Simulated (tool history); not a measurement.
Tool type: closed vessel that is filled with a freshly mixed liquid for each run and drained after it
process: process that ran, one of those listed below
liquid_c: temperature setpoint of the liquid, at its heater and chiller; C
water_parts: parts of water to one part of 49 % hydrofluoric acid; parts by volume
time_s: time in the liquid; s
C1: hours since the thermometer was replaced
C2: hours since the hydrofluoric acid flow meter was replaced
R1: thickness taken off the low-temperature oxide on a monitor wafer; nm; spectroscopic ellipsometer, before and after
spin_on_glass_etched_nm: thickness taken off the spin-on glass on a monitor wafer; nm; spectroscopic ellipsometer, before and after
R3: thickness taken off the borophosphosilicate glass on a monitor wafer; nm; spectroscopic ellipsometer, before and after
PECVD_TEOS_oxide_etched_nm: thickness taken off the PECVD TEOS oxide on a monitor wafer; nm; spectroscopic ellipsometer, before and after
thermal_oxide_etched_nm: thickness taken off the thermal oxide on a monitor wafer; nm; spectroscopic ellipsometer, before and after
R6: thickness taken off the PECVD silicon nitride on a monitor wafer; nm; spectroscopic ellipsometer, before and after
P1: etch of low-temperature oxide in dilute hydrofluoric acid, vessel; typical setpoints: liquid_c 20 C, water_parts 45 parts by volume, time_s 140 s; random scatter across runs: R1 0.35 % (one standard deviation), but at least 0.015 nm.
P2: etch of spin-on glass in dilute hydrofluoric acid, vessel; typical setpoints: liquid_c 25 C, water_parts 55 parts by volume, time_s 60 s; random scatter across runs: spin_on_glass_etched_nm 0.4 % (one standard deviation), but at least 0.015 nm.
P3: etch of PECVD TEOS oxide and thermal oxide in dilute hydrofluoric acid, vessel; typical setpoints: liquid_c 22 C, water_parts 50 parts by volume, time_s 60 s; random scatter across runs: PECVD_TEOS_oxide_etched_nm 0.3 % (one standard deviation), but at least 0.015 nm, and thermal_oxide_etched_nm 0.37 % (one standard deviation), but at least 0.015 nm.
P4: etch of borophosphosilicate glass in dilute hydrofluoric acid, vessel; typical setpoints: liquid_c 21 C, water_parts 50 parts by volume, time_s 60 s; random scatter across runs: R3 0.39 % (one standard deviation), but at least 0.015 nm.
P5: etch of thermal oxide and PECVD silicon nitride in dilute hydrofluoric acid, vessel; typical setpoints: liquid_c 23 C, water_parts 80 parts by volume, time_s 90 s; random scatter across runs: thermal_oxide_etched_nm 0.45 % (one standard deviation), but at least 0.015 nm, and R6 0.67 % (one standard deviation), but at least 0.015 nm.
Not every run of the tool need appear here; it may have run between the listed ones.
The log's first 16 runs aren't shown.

Run 17, hour 210.1: process P1, liquid_c 20 C, water_parts 45 parts by volume, time_s 140 s; C1 1326.3; C2 1695.2. Result: R1 43.641 nm.
Run 18, hour 225.4: process P3, liquid_c 22 C, water_parts 50 parts by volume, time_s 30 s; C1 1341.6; C2 1710.5. Result: PECVD_TEOS_oxide_etched_nm 11.18 nm, thermal_oxide_etched_nm 2.786 nm.
Run 19, hour 241.6: process P5, liquid_c 23 C, water_parts 80 parts by volume, time_s 140 s; C1 1357.8; C2 1726.7. Result: thermal_oxide_etched_nm 8.2841 nm, R6 4.6281 nm.
Run 20, hour 254.5: process P4, liquid_c 21 C, water_parts 80 parts by volume, time_s 60 s; C1 1370.7; C2 1739.6. Result: R3 41.747 nm.
Run 21, hour 269.7: process P3, liquid_c 22 C, water_parts 50 parts by volume, time_s 60 s; C1 1385.9; C2 1754.8. Result: PECVD_TEOS_oxide_etched_nm 22.294 nm, thermal_oxide_etched_nm 5.6286 nm.
Run 22, hour 286.5: process P1, liquid_c 17 C, water_parts 45 parts by volume, time_s 75 s; C1 1402.7; C2 1771.6. Result: R1 20.396 nm.
Run 23, hour 303.7: process P5, liquid_c 23 C, water_parts 110 parts by volume, time_s 90 s; C1 1419.9; C2 1788.8. Result: thermal_oxide_etched_nm 3.6873 nm, R6 2.1896 nm.
Run 24, hour 317.3: process P1, liquid_c 20 C, water_parts 75 parts by volume, time_s 140 s; C1 1433.5; C2 1802.4. Result: R1 25.2 nm.
Run 25, hour 330.7: process P2, liquid_c 25 C, water_parts 20 parts by volume, time_s 60 s; C1 1446.9; C2 1815.8. Result: spin_on_glass_etched_nm 91.971 nm.
Run 26, hour 344.2: process P1, liquid_c 20 C, water_parts 45 parts by volume, time_s 140 s; C1 1460.4; C2 1829.3. Result: R1 43.757 nm.
Run 27, hour 355.5: process P1, liquid_c 20 C, water_parts 45 parts by volume, time_s 30 s; C1 1471.7; C2 1840.6. Result: R1 9.3558 nm.
Run 28, hour 364.5: process P5, liquid_c 23 C, water_parts 80 parts by volume, time_s 90 s; C1 1480.7; C2 1849.6. Result: thermal_oxide_etched_nm 5.2608 nm, R6 2.9979 nm.
Run 29, hour 372.7: process P1, liquid_c 20 C, water_parts 30 parts by volume, time_s 260 s; C1 1488.9; C2 1857.8. Result: R1 123.93 nm.

Run 30 has not been measured yet. What should we expect?
Run 30, hour 387.3: process P1, liquid_c 20 C, water_parts 45 parts by volume, time_s 140 s; C1 1503.5; C2 1872.4. Result: R1 ?.

{"run 30": {"R1": 43.504}}
